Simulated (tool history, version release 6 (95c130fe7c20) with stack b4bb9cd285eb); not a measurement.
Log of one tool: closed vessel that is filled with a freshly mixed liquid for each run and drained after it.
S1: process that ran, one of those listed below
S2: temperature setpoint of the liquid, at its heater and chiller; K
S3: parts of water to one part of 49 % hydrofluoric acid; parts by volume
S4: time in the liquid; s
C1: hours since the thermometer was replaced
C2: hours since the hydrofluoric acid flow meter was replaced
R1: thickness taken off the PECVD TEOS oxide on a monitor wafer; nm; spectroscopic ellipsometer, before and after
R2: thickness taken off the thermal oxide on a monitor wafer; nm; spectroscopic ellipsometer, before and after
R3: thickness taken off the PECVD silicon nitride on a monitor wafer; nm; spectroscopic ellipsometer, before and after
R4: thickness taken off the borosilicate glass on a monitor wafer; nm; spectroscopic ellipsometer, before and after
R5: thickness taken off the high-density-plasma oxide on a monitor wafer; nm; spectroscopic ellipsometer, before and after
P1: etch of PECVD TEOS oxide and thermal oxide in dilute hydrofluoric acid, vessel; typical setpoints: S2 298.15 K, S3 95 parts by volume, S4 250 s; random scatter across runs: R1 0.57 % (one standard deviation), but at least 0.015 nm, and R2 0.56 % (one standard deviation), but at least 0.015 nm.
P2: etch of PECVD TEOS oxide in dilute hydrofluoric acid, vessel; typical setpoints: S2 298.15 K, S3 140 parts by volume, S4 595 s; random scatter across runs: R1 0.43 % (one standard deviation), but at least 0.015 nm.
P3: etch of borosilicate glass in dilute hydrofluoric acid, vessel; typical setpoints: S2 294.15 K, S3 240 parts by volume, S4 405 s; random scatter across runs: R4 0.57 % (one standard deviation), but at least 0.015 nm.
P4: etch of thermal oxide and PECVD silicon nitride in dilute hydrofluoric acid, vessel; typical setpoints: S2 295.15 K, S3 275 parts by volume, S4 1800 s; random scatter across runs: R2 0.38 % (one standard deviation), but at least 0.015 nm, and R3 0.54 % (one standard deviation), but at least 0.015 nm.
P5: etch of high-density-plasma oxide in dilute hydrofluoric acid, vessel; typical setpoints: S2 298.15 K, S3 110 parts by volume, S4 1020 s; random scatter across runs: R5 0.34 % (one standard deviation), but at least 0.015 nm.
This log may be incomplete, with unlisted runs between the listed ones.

run	hour	S1	S2	S3	S4	C1	C2	R1	R2	R3	R4	R5
1	3.5	P1	298.15	95	250	876.1	422.7	54.7510	12.5500			
2	7.4	P1	298.15	95	250	880.0	426.6	54.6650	12.7140			
3	9.6	P1	302.15	150	250	882.2	428.8	37.6270	8.7486			
4	12.3	P4	295.15	275	655	884.9	431.5		8.3629	9.0201		
5	14.3	P3	290.15	240	405	886.9	433.5				33.811	
6	18.5	P5	298.15	110	1510	891.1	437.7					72.719
7	21.5	P3	294.15	240	775	894.1	440.7				76.279	
8	24.8	P1	298.15	95	360	897.4	444.0	78.2900	18.3900			
9	29.2	P1	298.15	50	250	901.8	448.4	109.7900	25.6060			
10	31.9	P4	295.15	505	1800	904.5	451.1		10.2660	13.8390		
11	34.0	P2	298.15	140	240	906.6	453.2	23.9160				
12	37.1	P5	298.15	175	1020	909.7	456.3					28.582
13	39.2	P1	298.15	20	115	911.8	458.4	131.3200	30.7310			
14	43.7	P3	294.15	240	405	916.3	462.9				39.409	
15	46.4	P4	295.15	275	1800	919.0	465.6		22.9740	25.1100		
16	49.4	P1	298.15	175	250	922.0	468.6	26.9590	6.2809			
17	51.8	P1	294.65	95	250	924.4	471.0	47.5300	11.1570			
18	55.1	P3	294.15	120	405	927.7	474.3				89.655	
19	58.4	P1	292.15	95	30	931.0	477.6	5.1232	1.1719			
20	62.4	P1	298.15	95	250	935.0	481.6	55.0430	12.7160			
21	66.8	P2	298.15	40	595	939.4	486.0	235.8400				
22	71.0	P1	298.15	95	250	943.6	490.2	54.1800	12.6860			
23	73.9	P5	298.15	110	1020	946.5	493.1					49.064
24	77.2	P4	300.65	275	1800	949.8	496.4		27.9540	34.4280		
25	81.1	P2	291.15	140	595	953.7	500.3	44.8080				
26	83.7	P1	305.65	95	250	956.3	502.9	72.2640	16.9150			
27	86.9	P1	298.15	95	250	959.5	506.1	54.3580	12.6810			
28	90.6	P3	294.15	240	405	963.2	509.8				39.380	
29	93.2	P2	298.15	140	595	965.8	512.4	59.0170				
30	95.3	P5	290.65	110	1020	967.9	514.5					36.238
31	97.8	P1	298.15	95	50	970.4	517.0	10.9590	2.5429			
32	102.2	P1	298.15	95	250	974.8	521.4	55.1830	12.5420			
33	106.7	P1	298.15	95	250	979.3	525.9	54.8740	12.5640			
34	110.4	P1	298.15	95	250	983.0	529.6	53.5060	12.3480			
35	113.4	P1	298.15	95	250	986.0	532.6	52.2240	12.1570			
36	116.0	P1	298.15	95	250	988.6	535.2	52.1340	11.9650			

Forecast run 37:
37	120.0	P1	298.15	95	250	992.6	539.2	?	?			

R1: 51.1750 nm
R2: 11.9570 nm

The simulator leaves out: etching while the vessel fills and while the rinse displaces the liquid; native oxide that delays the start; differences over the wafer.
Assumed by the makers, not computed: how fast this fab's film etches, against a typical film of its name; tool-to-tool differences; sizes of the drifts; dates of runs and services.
